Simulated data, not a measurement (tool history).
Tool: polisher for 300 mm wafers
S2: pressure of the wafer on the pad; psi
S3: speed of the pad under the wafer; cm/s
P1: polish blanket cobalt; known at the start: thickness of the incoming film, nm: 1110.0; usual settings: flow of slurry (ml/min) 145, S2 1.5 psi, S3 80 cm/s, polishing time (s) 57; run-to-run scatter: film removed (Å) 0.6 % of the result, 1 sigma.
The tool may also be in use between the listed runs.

{"run": 1, "hour": 8.0, "flow of slurry (ml/min)": 145, "S2": 1.5, "S3": 80, "polishing time (s)": 57, "film removed (Å)": 1516.7}
{"run": 2, "hour": 14.5, "flow of slurry (ml/min)": 225, "S2": 1.5, "S3": 80, "polishing time (s)": 57, "film removed (Å)": 1615.6}
{"run": 3, "hour": 19.9, "flow of slurry (ml/min)": 145, "S2": 0.8, "S3": 80, "polishing time (s)": 57, "film removed (Å)": 803.63}
{"run": 4, "hour": 27.3, "flow of slurry (ml/min)": 145, "S2": 1.5, "S3": 80, "polishing time (s)": 26, "film removed (Å)": 688.87}
{"hour": 31.2, "done": "slurry nozzle cleaned"}
{"hour": 32.6, "done": "head pressure recalibrated"}
{"run": 5, "hour": 34.1, "flow of slurry (ml/min)": 85, "S2": 1.5, "S3": 80, "polishing time (s)": 57, "film removed (Å)": 1339.2}
{"run": 6, "hour": 39.4, "flow of slurry (ml/min)": 145, "S2": 1.5, "S3": 80, "polishing time (s)": 79, "film removed (Å)": 2109.5}
{"run": 7, "hour": 47.6, "flow of slurry (ml/min)": 145, "S2": 1.5, "S3": 80, "polishing time (s)": 57, "film removed (Å)": 1510.8}
{"run": 8, "hour": 52.5, "flow of slurry (ml/min)": 145, "S2": 0.8, "S3": 80, "polishing time (s)": 86, "film removed (Å)": 1220.7}
{"run": 9, "hour": 58.1, "flow of slurry (ml/min)": 145, "S2": 1.5, "S3": 80, "polishing time (s)": 57, "film removed (Å)": 1502.6}
{"run": 10, "hour": 66.3, "flow of slurry (ml/min)": 145, "S2": 1.5, "S3": 80, "polishing time (s)": 57, "film removed (Å)": 1503}
{"run": 11, "hour": 71.5, "flow of slurry (ml/min)": 145, "S2": 1.5, "S3": 52, "polishing time (s)": 57, "film removed (Å)": 991.04}
{"run": 12, "hour": 76.2, "flow of slurry (ml/min)": 145, "S2": 2.2, "S3": 80, "polishing time (s)": 57, "film removed (Å)": 2217}
{"run": 13, "hour": 81.8, "flow of slurry (ml/min)": 145, "S2": 1.5, "S3": 126, "polishing time (s)": 57, "film removed (Å)": 2382}
{"run": 14, "hour": 86.7, "flow of slurry (ml/min)": 145, "S2": 1.5, "S3": 80, "polishing time (s)": 57, "film removed (Å)": 1514.5}
{"run": 15, "hour": 90.7, "flow of slurry (ml/min)": 145, "S2": 1.5, "S3": 80, "polishing time (s)": 57, "film removed (Å)": 1472.2}
{"run": 16, "hour": 95.5, "flow of slurry (ml/min)": 145, "S2": 1.5, "S3": 80, "polishing time (s)": 57, "film removed (Å)": 1457.1}
{"run": 17, "hour": 101.4, "flow of slurry (ml/min)": 145, "S2": 1.5, "S3": 80, "polishing time (s)": 57, "film removed (Å)": 1429}
{"run": 18, "hour": 108.8, "flow of slurry (ml/min)": 145, "S2": 1.5, "S3": 80, "polishing time (s)": 57, "film removed (Å)": 1403.9}
{"run": 19, "hour": 115.8, "flow of slurry (ml/min)": 145, "S2": 1.5, "S3": 80, "polishing time (s)": 57, "film removed (Å)": 1375.1}
{"run": 20, "hour": 123.2, "flow of slurry (ml/min)": 145, "S2": 1.5, "S3": 80, "polishing time (s)": 57, "film removed (Å)": 1371.4}
{"hour": 127.1, "done": "head pressure recalibrated"}
{"run": 21, "hour": 131.8, "flow of slurry (ml/min)": 145, "S2": 1.5, "S3": 80, "polishing time (s)": 57, "film removed (Å)": 1360.3}
{"run": 22, "hour": 138.0, "flow of slurry (ml/min)": 145, "S2": 1.5, "S3": 80, "polishing time (s)": 57, "film removed (Å)": 1358.4}
{"run": 23, "hour": 146.8, "flow of slurry (ml/min)": 145, "S2": 1.5, "S3": 80, "polishing time (s)": 57, "film removed (Å)": 1341.6}
{"run": 24, "hour": 154.4, "flow of slurry (ml/min)": 145, "S2": 1.5, "S3": 80, "polishing time (s)": 57, "film removed (Å)": 1370.6}

What P1 gives has crept away from where it was. These 2 causes fit the log equally well, each at the size given:
A: slurry flow missing at the pad, % = 38.8
B: removal rate lost through wear of the pad, % = 10.5
The creep began at about hour 86.7.
Why every other cause is out:
head's pressure below its setpoint, %: serviced at hour 127.1, which brought nothing back

4 check runs are offered, each on 2 wafers whose results are averaged, their results left as question marks. Which one tells the causes apart?
{"run": "check 1", "hour": 162.0, "flow of slurry (ml/min)": 145, "S2": 1.5, "S3": 116, "polishing time (s)": 26, "film removed (Å)": "?"}
{"run": "check 2", "hour": 162.0, "flow of slurry (ml/min)": 145, "S2": 2.1, "S3": 114, "polishing time (s)": 57, "film removed (Å)": "?"}
{"run": "check 3", "hour": 162.0, "flow of slurry (ml/min)": 220, "S2": 1, "S3": 80, "polishing time (s)": 57, "film removed (Å)": "?"}
{"run": "check 4", "hour": 162.0, "flow of slurry (ml/min)": 145, "S2": 1.5, "S3": 104, "polishing time (s)": 57, "film removed (Å)": "?"}

What each check would give under each cause:
check=check_1 result=film_removed_(Å) if_A=892.46 if_B=892.32
check=check_2 result=film_removed_(Å) if_A=2691.9 if_B=2691.5
check=check_3 result=film_removed_(Å) if_A=991.22 if_B=956.88
check=check_4 result=film_removed_(Å) if_A=1754.1 if_B=1753.9
How far apart the two closest causes lie, in the result that separates them most: check 1 0.02 %; check 2 0.02 %; check 3 3.53 %; check 4 0.02 %
Only check 3 tells the causes apart: in the others they would give nearly the same result.

Check 3 was then run and gave: film removed (Å) 986.95. Which cause is it?

It is A: slurry flow missing at the pad, %.
